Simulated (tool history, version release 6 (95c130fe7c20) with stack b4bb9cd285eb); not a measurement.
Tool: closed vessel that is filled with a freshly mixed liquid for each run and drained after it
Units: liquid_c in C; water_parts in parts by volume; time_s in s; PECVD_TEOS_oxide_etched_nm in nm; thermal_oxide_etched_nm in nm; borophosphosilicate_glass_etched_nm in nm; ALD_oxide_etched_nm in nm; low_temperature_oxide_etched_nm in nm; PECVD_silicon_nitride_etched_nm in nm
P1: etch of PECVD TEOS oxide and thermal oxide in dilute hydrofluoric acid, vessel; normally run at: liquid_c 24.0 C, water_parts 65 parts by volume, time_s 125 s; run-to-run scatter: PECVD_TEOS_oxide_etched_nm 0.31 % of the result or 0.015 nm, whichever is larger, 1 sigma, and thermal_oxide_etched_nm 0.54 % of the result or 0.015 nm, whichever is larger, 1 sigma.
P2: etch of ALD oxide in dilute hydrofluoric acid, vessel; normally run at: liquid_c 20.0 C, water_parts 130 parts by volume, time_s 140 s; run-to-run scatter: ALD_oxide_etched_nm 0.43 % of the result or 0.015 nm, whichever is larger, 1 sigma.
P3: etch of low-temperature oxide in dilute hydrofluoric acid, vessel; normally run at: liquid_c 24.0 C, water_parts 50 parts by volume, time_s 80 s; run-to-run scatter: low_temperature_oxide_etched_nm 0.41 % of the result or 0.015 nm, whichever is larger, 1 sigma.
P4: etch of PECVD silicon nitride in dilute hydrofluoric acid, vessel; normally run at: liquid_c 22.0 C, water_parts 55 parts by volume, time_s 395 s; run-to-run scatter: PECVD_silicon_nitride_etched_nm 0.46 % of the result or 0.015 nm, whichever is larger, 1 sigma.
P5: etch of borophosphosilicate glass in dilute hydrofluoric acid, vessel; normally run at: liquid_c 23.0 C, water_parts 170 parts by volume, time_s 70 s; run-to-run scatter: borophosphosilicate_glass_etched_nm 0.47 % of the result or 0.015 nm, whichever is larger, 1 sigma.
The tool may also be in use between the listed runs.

| run | day | process | liquid_c | water_parts | time_s | hours since the thermometer was replaced | hours since the hydrofluoric acid flow meter was replaced | PECVD_TEOS_oxide_etched_nm | thermal_oxide_etched_nm | borophosphosilicate_glass_etched_nm | ALD_oxide_etched_nm | low_temperature_oxide_etched_nm | PECVD_silicon_nitride_etched_nm |
|---|---|---|---|---|---|---|---|---|---|---|---|---|---|
| 1 | 0.188 | P1 | 24.0 | 65 | 125 | 1048.1 | 545.0 | 27.203 | 9.2316 |  |  |  |  |
| 2 | 0.338 | P5 | 23.0 | 170 | 30 | 1051.7 | 548.6 |  |  | 5.1745 |  |  |  |
| 3 | 0.612 | P2 | 20.0 | 130 | 255 | 1058.3 | 555.2 |  |  |  | 33.1190 |  |  |
| 4 | 0.800 | P3 | 24.0 | 50 | 30 | 1062.8 | 559.7 |  |  |  |  | 9.7462 |  |
| 5 | 0.962 | P1 | 24.0 | 40 | 125 | 1066.7 | 563.6 | 45.802 | 15.6740 |  |  |  |  |
| 6 | 1.167 | P1 | 24.0 | 90 | 240 | 1071.6 | 568.5 | 36.658 | 12.3830 |  |  |  |  |
| 7 | 1.471 | P3 | 17.0 | 50 | 80 | 1078.9 | 575.8 |  |  |  |  | 19.3230 |  |
| 8 | 1.717 | P5 | 23.0 | 80 | 70 | 1084.8 | 581.7 |  |  | 28.6810 |  |  |  |
| 9 | 1.908 | P1 | 24.0 | 65 | 125 | 1089.4 | 586.3 | 27.280 | 9.2410 |  |  |  |  |
| 10 | 2.246 | P1 | 24.0 | 65 | 125 | 1097.5 | 594.4 | 27.389 | 9.2313 |  |  |  |  |
| 11 | 2.554 | P1 | 24.0 | 95 | 185 | 1104.9 | 601.8 | 26.580 | 9.0428 |  |  |  |  |
| 12 | 2.792 | P1 | 24.0 | 65 | 125 | 1110.6 | 607.5 | 27.262 | 9.3328 |  |  |  |  |
| 13 | 2.996 | P4 | 22.0 | 75 | 395 | 1115.5 | 612.4 |  |  |  |  |  | 17.9130 |
| 14 | 3.312 | P1 | 31.5 | 65 | 125 | 1123.1 | 620.0 | 36.742 | 12.4310 |  |  |  |  |
| 15 | 3.492 | P3 | 24.0 | 75 | 80 | 1127.4 | 624.3 |  |  |  |  | 16.7220 |  |
| 16 | 3.638 | P1 | 27.5 | 40 | 125 | 1130.9 | 627.8 | 53.148 | 17.8250 |  |  |  |  |
| 17 | 3.796 | P1 | 24.0 | 65 | 50 | 1134.7 | 631.6 | 10.978 | 3.6903 |  |  |  |  |
| 18 | 3.988 | P1 | 24.0 | 65 | 125 | 1139.3 | 636.2 | 27.323 | 9.2295 |  |  |  |  |
| 19 | 4.271 | P5 | 17.0 | 170 | 70 | 1146.1 | 643.0 |  |  | 9.6253 |  |  |  |
| 20 | 4.496 | P2 | 20.0 | 225 | 140 | 1151.5 | 648.4 |  |  |  | 9.4981 |  |  |
| 21 | 4.721 | P1 | 24.0 | 100 | 125 | 1156.9 | 653.8 | 16.966 | 5.7183 |  |  |  |  |
| 22 | 4.992 | P4 | 22.0 | 55 | 395 | 1163.4 | 660.3 |  |  |  |  |  | 24.5650 |
| 23 | 5.183 | P2 | 20.0 | 130 | 140 | 1168.0 | 664.9 |  |  |  | 18.0980 |  |  |
| 24 | 5.479 | P5 | 23.0 | 170 | 70 | 1175.1 | 672.0 |  |  | 12.1270 |  |  |  |
| 25 | 5.812 | P1 | 24.0 | 65 | 225 | 1183.1 | 680.0 | 48.988 | 16.6750 |  |  |  |  |
| 26 | 6.046 | P4 | 17.5 | 55 | 395 | 1188.7 | 685.6 |  |  |  |  |  | 17.9120 |
| 27 | 6.354 | P4 | 22.0 | 55 | 30 | 1196.1 | 693.0 |  |  |  |  |  | 1.8472 |
| 28 | 6.629 | P1 | 20.0 | 65 | 125 | 1202.7 | 699.6 | 23.167 | 7.8417 |  |  |  |  |
| 29 | 6.854 | P3 | 24.0 | 50 | 80 | 1208.1 | 705.0 |  |  |  |  | 25.8090 |  |
| 30 | 7.188 | P2 | 26.5 | 130 | 140 | 1216.1 | 713.0 |  |  |  | 23.2620 |  |  |
| 31 | 7.475 | P1 | 24.0 | 65 | 125 | 1223.0 | 719.9 | 27.427 | 9.2956 |  |  |  |  |
| 32 | 7.679 | P1 | 24.0 | 65 | 125 | 1227.9 | 724.8 | 28.300 | 9.5443 |  |  |  |  |
| 33 | 7.933 | P1 | 24.0 | 65 | 125 | 1234.0 | 730.9 | 28.855 | 9.6750 |  |  |  |  |
| 34 | 8.225 | P1 | 24.0 | 65 | 125 | 1241.0 | 737.9 | 29.349 | 9.8968 |  |  |  |  |
| 35 | 8.396 | P1 | 24.0 | 65 | 125 | 1245.1 | 742.0 | 29.460 | 9.9828 |  |  |  |  |
| 36 | 8.733 | P1 | 24.0 | 65 | 125 | 1253.2 | 750.1 | 29.575 | 10.0400 |  |  |  |  |
| 37 | 8.983 | P1 | 24.0 | 65 | 125 | 1259.2 | 756.1 | 29.586 | 10.0400 |  |  |  |  |
| 38 | 9.246 | P1 | 24.0 | 65 | 125 | 1265.5 | 762.4 | 29.959 | 10.0160 |  |  |  |  |
| 39 | 9.496 | P1 | 24.0 | 65 | 125 | 1271.5 | 768.4 | 29.738 | 10.1070 |  |  |  |  |

What P1 gives has crept away from where it was. These 2 causes fit the log equally well, each at the size given:
A: hydrofluoric acid flow above the setpoint (%) = 8.27
B: liquid hotter than its thermometer reads (K) = 2.13
The creep began at about day 7.475.

4 check runs are offered, one wafer each, their results left as question marks. Which one tells the causes apart?
| check 1 | 9.746 | P3 | 18.5 | 50 | 40 |  |  |  |  |  |  | ? |  |
| check 2 | 9.746 | P4 | 22.0 | 55 | 30 |  |  |  |  |  |  |  | ? |
| check 3 | 9.746 | P5 | 17.0 | 170 | 40 |  |  |  |  | ? |  |  |  |
| check 4 | 9.746 | P2 | 20.0 | 130 | 230 |  |  |  |  |  | ? |  |  |

What each check would give under each cause:
| check | result | if A | if B |
|---|---|---|---|
| check 1 | low_temperature_oxide_etched_nm | 11.2020 | 11.2790 |
| check 2 | PECVD_silicon_nitride_etched_nm | 2.0050 | 2.1434 |
| check 3 | borophosphosilicate_glass_etched_nm | 6.0150 | 5.9763 |
| check 4 | ALD_oxide_etched_nm | 32.6360 | 32.4670 |
How far apart the two closest causes lie, in the result that separates them most: check 1 0.69 %; check 2 6.68 %; check 3 0.65 %; check 4 0.52 %
Only check 2 tells the causes apart: in the others they would give nearly the same result.

Check 2 was then run and gave: PECVD_silicon_nitride_etched_nm 2.0099 nm. Which cause is it?

It is A: hydrofluoric acid flow above the setpoint (%).
